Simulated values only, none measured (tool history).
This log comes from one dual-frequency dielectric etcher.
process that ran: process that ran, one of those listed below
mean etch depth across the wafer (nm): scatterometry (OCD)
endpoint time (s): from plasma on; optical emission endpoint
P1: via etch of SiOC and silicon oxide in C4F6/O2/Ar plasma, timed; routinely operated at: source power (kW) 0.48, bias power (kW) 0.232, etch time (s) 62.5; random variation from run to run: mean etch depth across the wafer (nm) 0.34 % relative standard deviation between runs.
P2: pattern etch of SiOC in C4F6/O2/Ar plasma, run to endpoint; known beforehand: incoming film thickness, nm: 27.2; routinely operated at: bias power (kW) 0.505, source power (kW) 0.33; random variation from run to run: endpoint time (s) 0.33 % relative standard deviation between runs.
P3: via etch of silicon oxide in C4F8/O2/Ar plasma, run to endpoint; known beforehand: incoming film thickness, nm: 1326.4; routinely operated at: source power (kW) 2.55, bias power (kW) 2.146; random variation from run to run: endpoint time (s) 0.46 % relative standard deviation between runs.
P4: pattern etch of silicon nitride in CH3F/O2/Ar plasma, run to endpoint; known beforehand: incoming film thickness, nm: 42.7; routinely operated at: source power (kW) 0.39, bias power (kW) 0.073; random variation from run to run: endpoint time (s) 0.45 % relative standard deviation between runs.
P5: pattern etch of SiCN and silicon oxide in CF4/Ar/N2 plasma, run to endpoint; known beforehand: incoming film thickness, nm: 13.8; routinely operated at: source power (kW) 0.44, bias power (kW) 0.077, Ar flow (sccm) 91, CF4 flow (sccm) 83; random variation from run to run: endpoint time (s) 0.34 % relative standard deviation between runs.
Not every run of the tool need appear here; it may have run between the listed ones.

run   hour  process that ran  source power (kW)  bias power (kW)  etch time (s)  Ar flow (sccm)  CF4 flow (sccm)  hours since the last wet clean  hours since the last source power generator calibration  hours since the last bias power generator calibration  mean etch depth across the wafer (nm)  endpoint time (s)
  1    3.6                P1               0.48            0.232           62.5                                                            315.7                                                    453.6                                                 2465.4                                 83.009
  2   10.3                P1               0.48            0.232           90.5                                                            322.4                                                    460.3                                                 2472.1                                  119.9
  3     14                P2               0.33            0.674                                                                           326.1                                                      464                                                 2475.8                                                    8.8491
  4   21.8                P1               0.48            0.145           62.5                                                            333.9                                                    471.8                                                 2483.6                                 72.002
  5     26                P1               0.48            0.232           62.5                                                            338.1                                                      476                                                 2487.8                                 82.663
  6     31                P5               0.44            0.077                             91               99                           343.1                                                      481                                                 2492.8                                                     14.55
  7   38.8                P5               0.44            0.063                             91               83                           350.9                                                    488.8                                                 2500.6                                                    15.828
  8   45.9                P1               0.48            0.232           62.5                                                              358                                                    495.9                                                 2507.7                                 83.066
  9   52.6                P1               0.48            0.232           62.5                                                            364.7                                                    502.6                                                 2514.4                                 83.502
 10   58.6                P4               0.39            0.073                                                                           370.7                                                    508.6                                                 2520.4                                                    61.644
 11   64.4                P5               0.44            0.077                             73               83                           376.5                                                    514.4                                                 2526.2                                                    14.462
 12     68                P1               0.48            0.302           62.5                                                            380.1                                                      518                                                 2529.8                                  91.18
 13   72.7                P2               0.33            0.505                                                                           384.8                                                    522.7                                                 2534.5                                                    9.8521
 14   76.4                P5               0.44            0.077                             91               83                           388.5                                                    526.4                                                 2538.2                                                    14.884
 15   84.7                P5               0.56            0.077                             91               83                           396.8                                                    534.7                                                 2546.5                                                     12.01
 16   91.2                P4               0.39             0.05                                                                           403.3                                                    541.2                                                   2553                                                    70.529
 17   98.4                P4               0.48            0.073                                                                           410.5                                                    548.4                                                 2560.2                                                    57.333
 18  104.6                P3               2.55            2.146                                                                           416.7                                                    554.6                                                 2566.4                                                    236.25
 19  108.4                P2               0.46            0.505                                                                           420.5                                                    558.4                                                 2570.2                                                    8.7418
 20  114.3                P1               0.48            0.188           39.5                                                            426.4                                                    564.3                                                 2576.1                                 48.799
 21  119.4                P5               0.44            0.077                             91               83                           431.5                                                    569.4                                                 2581.2                                                        15
 22  126.1                P3               2.55            2.552                                                                           438.2                                                    576.1                                                 2587.9                                                    222.44
 23  132.1                P1               0.48            0.232           62.5                                                            444.2                                                    582.1                                                 2593.9                                  82.93
 24  137.1                P1               0.39            0.232           62.5                                                            449.2                                                    587.1                                                 2598.9                                 76.923
 25  141.2                P2               0.33            0.505                                                                           453.3                                                    591.2                                                   2603                                                    9.9034
 26  145.3                P3               1.92            2.146                                                                           457.4                                                    595.3                                                 2607.1                                                    261.34
 27  149.6                P1               0.48            0.232             37                                                            461.7                                                    599.6                                                 2611.4                                 48.942
 28  155.7                P1               0.64            0.232           62.5                                                            467.8                                                    605.7                                                 2617.5                                  93.19
 29  163.7                P1               0.48            0.232           62.5                                                            475.8                                                    613.7                                                 2625.5                                 83.265
 30  167.9                P1               0.48            0.232           62.5                                                              480                                                    617.9                                                 2629.7                                 82.848
 31  173.7                P1               0.48            0.232           62.5                                                            485.8                                                    623.7                                                 2635.5                                 82.156
 32  181.8                P1               0.48            0.232           62.5                                                            493.9                                                    631.8                                                 2643.6                                  82.24
 33  189.5                P1               0.48            0.232           62.5                                                            501.6                                                    639.5                                                 2651.3                                 81.961
     195.8  -- wet clean of the chamber
 34  197.2                P1               0.48            0.232           62.5                                                              1.4                                                    647.2                                                   2659                                 81.531
 35  201.2                P1               0.48            0.232           62.5                                                              5.4                                                    651.2                                                   2663                                 81.655
 36  207.3                P1               0.48            0.232           62.5                                                             11.5                                                    657.3                                                 2669.1                                 81.413

The log shows P1 creeping away from where it was. Any of the 2 causes listed here, at the size stated for it, fits the log just as well as the others:
A: bias power that arrives under what is set, % = 4.93
B: source power that arrives under what is set, % = 4.3
The gradual shift began around hour 163.7.
Ruled out, with reasons:
chamber walls in a state that lowers the etch rate, %: serviced after onset, at hour 195.8, with no recovery of the prior output

The 4 check runs listed below each average the results of 2 wafers, and their outcomes are marked with question marks. Under which run would the listed causes produce clearly different results?
check 1  213.4                P5               0.44            0.077                             91               83                                                                                                                                                                                                         ?
check 2  213.4                P2               0.33            0.505                                                                                                                                                                                                                                                         ?
check 3  213.4                P4               0.39            0.073                                                                                                                                                                                                                                                         ?
check 4  213.4                P3               2.55            2.146                                                                                                                                                                                                                                                         ?

Check results expected under each cause:
  check             result    if A    if B
check 1  endpoint time (s)  15.143  15.484
check 2  endpoint time (s)  10.073  10.044
check 3  endpoint time (s)  63.102  63.059
check 4  endpoint time (s)  237.51  238.28
Gap, in per cent, between the two causes that each check separates least, read from the result that separates them most: check 1 2.23 %; check 2 0.29 %; check 3 0.07 %; check 4 0.32 %
The causes can be told apart only by check 1. The other checks would give nearly the same results under each of them.

Here is what check 1 returned: endpoint time (s) 15.124. Which cause is it?

A is the cause: bias power that arrives under what is set, %.
